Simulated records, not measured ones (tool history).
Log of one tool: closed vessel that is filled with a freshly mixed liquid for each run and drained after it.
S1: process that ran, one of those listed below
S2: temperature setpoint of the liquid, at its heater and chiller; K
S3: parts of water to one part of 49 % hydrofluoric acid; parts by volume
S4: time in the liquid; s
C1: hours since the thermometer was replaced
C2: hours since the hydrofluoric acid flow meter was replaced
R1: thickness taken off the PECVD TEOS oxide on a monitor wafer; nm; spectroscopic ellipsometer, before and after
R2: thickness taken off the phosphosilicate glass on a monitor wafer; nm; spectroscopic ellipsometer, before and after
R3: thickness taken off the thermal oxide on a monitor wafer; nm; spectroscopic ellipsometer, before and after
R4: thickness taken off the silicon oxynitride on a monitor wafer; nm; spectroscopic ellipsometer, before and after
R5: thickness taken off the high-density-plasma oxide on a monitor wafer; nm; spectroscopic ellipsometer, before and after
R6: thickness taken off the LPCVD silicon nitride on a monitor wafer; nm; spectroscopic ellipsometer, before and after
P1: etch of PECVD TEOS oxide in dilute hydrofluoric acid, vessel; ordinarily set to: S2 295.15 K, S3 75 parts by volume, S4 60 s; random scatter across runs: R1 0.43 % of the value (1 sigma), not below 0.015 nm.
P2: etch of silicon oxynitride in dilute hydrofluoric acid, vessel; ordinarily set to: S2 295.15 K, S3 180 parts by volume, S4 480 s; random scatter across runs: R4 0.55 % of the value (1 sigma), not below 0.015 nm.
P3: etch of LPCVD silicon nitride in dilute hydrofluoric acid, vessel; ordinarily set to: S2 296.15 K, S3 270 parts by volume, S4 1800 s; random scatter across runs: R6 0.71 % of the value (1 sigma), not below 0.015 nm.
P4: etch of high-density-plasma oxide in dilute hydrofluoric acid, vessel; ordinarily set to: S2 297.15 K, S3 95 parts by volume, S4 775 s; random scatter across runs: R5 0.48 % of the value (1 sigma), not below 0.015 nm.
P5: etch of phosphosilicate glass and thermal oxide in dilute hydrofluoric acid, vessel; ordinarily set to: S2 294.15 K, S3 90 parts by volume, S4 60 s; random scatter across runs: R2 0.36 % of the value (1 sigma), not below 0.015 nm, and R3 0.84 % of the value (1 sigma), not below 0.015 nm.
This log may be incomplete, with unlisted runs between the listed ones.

run 1 hour=6.9 | S1=P1 S2=295.15 S3=75 S4=60 | C1=261.1 C2=652 | R1=15.433
run 2 hour=12.2 | S1=P5 S2=294.15 S3=90 S4=110 | C1=266.4 C2=657.3 | R2=152.71 R3=5.4151
run 3 hour=18.4 | S1=P2 S2=295.15 S3=180 S4=480 | C1=272.6 C2=663.5 | R4=11.074
run 4 hour=24.5 | S1=P1 S2=295.15 S3=75 S4=60 | C1=278.7 C2=669.6 | R1=15.348
run 5 hour=31.7 | S1=P4 S2=297.15 S3=95 S4=775 | C1=285.9 C2=676.8 | R5=48.285
run 6 hour=37.5 | S1=P3 S2=296.15 S3=270 S4=120 | C1=291.7 C2=682.6 | R6=0.20745
run 7 hour=43.6 | S1=P1 S2=295.15 S3=25 S4=110 | C1=297.8 C2=688.7 | R1=89.387
run 8 hour=53.1 | S1=P1 S2=295.15 S3=75 S4=60 | C1=307.3 C2=698.2 | R1=15.229
run 9 hour=62.7 | S1=P2 S2=295.15 S3=180 S4=220 | C1=316.9 C2=707.8 | R4=5.0778
run 10 hour=68.2 | S1=P5 S2=294.15 S3=20 S4=60 | C1=322.4 C2=713.3 | R2=405.48 R3=14.253
run 11 hour=72.5 | S1=P3 S2=296.15 S3=270 S4=1800 | C1=326.7 C2=717.6 | R6=2.9724
run 12 hour=82.2 | S1=P3 S2=300.15 S3=270 S4=1800 | C1=336.4 C2=727.3 | R6=3.8354
run 13 hour=91.3 | S1=P1 S2=295.15 S3=75 S4=60 | C1=345.5 C2=736.4 | R1=15.368
run 14 hour=98.4 | S1=P5 S2=300.15 S3=90 S4=60 | C1=352.6 C2=743.5 | R2=106.19 R3=3.7627
run 15 hour=104.9 | S1=P2 S2=300.15 S3=180 S4=480 | C1=359.1 C2=750 | R4=13.888
run 16 hour=114.8 | S1=P1 S2=295.15 S3=75 S4=60 | C1=369 C2=759.9 | R1=15.383
run 17 hour=119.5 | S1=P1 S2=295.15 S3=75 S4=30 | C1=373.7 C2=764.6 | R1=7.6612
run 18 hour=129.1 | S1=P4 S2=297.15 S3=25 S4=775 | C1=383.3 C2=774.2 | R5=199.96
run 19 hour=139.1 | S1=P1 S2=295.15 S3=75 S4=60 | C1=393.3 C2=784.2 | R1=15.346
run 20 hour=148.4 | S1=P2 S2=295.15 S3=330 S4=480 | C1=402.6 C2=793.5 | R4=5.4602
run 21 hour=155.7 | S1=P5 S2=294.15 S3=90 S4=60 | C1=409.9 C2=800.8 | R2=83.127 R3=2.9084
run 22 hour=164.4 | S1=P1 S2=290.15 S3=75 S4=30 | C1=418.6 C2=809.5 | R1=6.1449
run 23 hour=170.5 | S1=P1 S2=295.15 S3=110 S4=60 | C1=424.7 C2=815.6 | R1=10.055
run 24 hour=178.1 | S1=P1 S2=301.15 S3=75 S4=60 | C1=432.3 C2=823.2 | R1=19.469
run 25 hour=182.8 | S1=P1 S2=295.15 S3=75 S4=115 | C1=437 C2=827.9 | R1=29.394
run 26 hour=188.9 | S1=P1 S2=300.65 S3=110 S4=60 | C1=443.1 C2=834 | R1=12.401
run 27 hour=198.9 | S1=P4 S2=305.65 S3=95 S4=775 | C1=453.1 C2=844 | R5=65.973
run 28 hour=203.8 | S1=P1 S2=290.65 S3=75 S4=60 | C1=458 C2=848.9 | R1=12.686
run 29 hour=213.9 | S1=P2 S2=295.15 S3=180 S4=480 | C1=468.1 C2=859 | R4=11.099

Run 30 has not been measured yet. What should we expect?
run 30 hour=221.5 | S1=P3 S2=296.15 S3=120 S4=1800 | C1=475.7 C2=866.6 | R6=?

{"run 30": {"R6": 6.7017}}

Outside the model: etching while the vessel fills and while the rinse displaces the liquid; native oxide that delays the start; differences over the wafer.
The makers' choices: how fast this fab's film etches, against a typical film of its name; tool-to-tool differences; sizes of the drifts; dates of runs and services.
